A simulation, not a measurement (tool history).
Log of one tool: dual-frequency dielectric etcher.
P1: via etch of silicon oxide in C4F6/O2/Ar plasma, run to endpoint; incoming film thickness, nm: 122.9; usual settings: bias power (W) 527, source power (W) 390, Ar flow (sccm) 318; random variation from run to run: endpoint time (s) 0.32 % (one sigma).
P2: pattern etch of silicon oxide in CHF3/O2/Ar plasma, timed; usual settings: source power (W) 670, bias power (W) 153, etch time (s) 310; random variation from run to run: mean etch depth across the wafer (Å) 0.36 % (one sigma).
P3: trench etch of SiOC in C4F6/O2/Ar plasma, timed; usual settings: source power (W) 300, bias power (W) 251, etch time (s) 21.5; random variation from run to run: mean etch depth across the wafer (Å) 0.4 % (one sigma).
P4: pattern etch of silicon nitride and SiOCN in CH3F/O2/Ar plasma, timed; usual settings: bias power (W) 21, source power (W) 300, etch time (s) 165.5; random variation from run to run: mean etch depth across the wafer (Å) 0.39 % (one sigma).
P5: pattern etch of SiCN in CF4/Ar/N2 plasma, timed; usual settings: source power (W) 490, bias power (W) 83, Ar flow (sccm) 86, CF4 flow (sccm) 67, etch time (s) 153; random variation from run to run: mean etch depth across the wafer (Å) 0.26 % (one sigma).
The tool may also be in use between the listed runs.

| run | day | process that ran | bias power (W) | source power (W) | Ar flow (sccm) | etch time (s) | CF4 flow (sccm) | endpoint time (s) | mean etch depth across the wafer (Å) |
|---|---|---|---|---|---|---|---|---|---|
| 1 | 0.429 | P1 | 527 | 390 | 318 |  |  | 27.568 |  |
| 2 | 0.65 | P4 | 21 | 170 |  | 165.5 |  |  | 157.21 |
| 3 | 0.996 | P5 | 83 | 490 | 86 | 153 | 46 |  | 1492.9 |
| 4 | 1.279 | P5 | 83 | 490 | 86 | 153 | 67 |  | 1570.4 |
| 5 | 1.617 | P2 | 153 | 460 |  | 310 |  |  | 5160.7 |
| 6 | 2.046 | P1 | 527 | 390 | 318 |  |  | 27.565 |  |
| 7 | 2.254 | P3 | 333 | 300 |  | 21.5 |  |  | 503.53 |
| 8 | 2.55 | P1 | 527 | 390 | 318 |  |  | 27.642 |  |
| 9 | 2.825 | P1 | 527 | 390 | 443 |  |  | 28.565 |  |
| 10 | 3.133 | P1 | 359 | 390 | 318 |  |  | 31.692 |  |
| 11 | 3.35 | P2 | 215 | 670 |  | 310 |  |  | 6727.2 |
|  | 3.429 | source power generator calibrated |
| 12 | 3.692 | P1 | 527 | 390 | 255 |  |  | 26.882 |  |
| 13 | 3.9 | P4 | 21 | 300 |  | 97.5 |  |  | 112.83 |
| 14 | 4.279 | P3 | 251 | 300 |  | 12.5 |  |  | 264.85 |
| 15 | 4.588 | P1 | 527 | 550 | 318 |  |  | 24.305 |  |
| 16 | 4.808 | P5 | 56 | 490 | 86 | 153 | 67 |  | 1377.4 |
| 17 | 5.104 | P3 | 251 | 300 |  | 21.5 |  |  | 451.65 |
| 18 | 5.333 | P1 | 527 | 390 | 318 |  |  | 27.426 |  |
| 19 | 5.533 | P5 | 83 | 490 | 86 | 119 | 67 |  | 1222.8 |
| 20 | 5.867 | P2 | 153 | 670 |  | 461 |  |  | 8897 |
| 21 | 6.296 | P2 | 153 | 670 |  | 310 |  |  | 5974.5 |
| 22 | 6.617 | P5 | 83 | 490 | 120 | 153 | 67 |  | 1507.6 |
| 23 | 6.979 | P3 | 251 | 380 |  | 21.5 |  |  | 499.28 |
|  | 7.179 | wet clean of the chamber |
|  | 7.379 | Ar flow controller replaced |
| 24 | 7.388 | P1 | 527 | 390 | 318 |  |  | 27.488 |  |
| 25 | 7.75 | P2 | 153 | 670 |  | 310 |  |  | 6012.7 |
| 26 | 7.946 | P3 | 251 | 300 |  | 21.5 |  |  | 452.98 |
|  | 8.129 | bias power generator calibrated |
| 27 | 8.238 | P1 | 527 | 460 | 408 |  |  | 26.762 |  |
| 28 | 8.475 | P5 | 83 | 490 | 86 | 153 | 67 |  | 1576.4 |

Forecast run 29:
| 29 | 8.812 | P4 | 13 | 300 |  | 165.5 |  |  | ? |

mean etch depth across the wafer (Å): 156.05

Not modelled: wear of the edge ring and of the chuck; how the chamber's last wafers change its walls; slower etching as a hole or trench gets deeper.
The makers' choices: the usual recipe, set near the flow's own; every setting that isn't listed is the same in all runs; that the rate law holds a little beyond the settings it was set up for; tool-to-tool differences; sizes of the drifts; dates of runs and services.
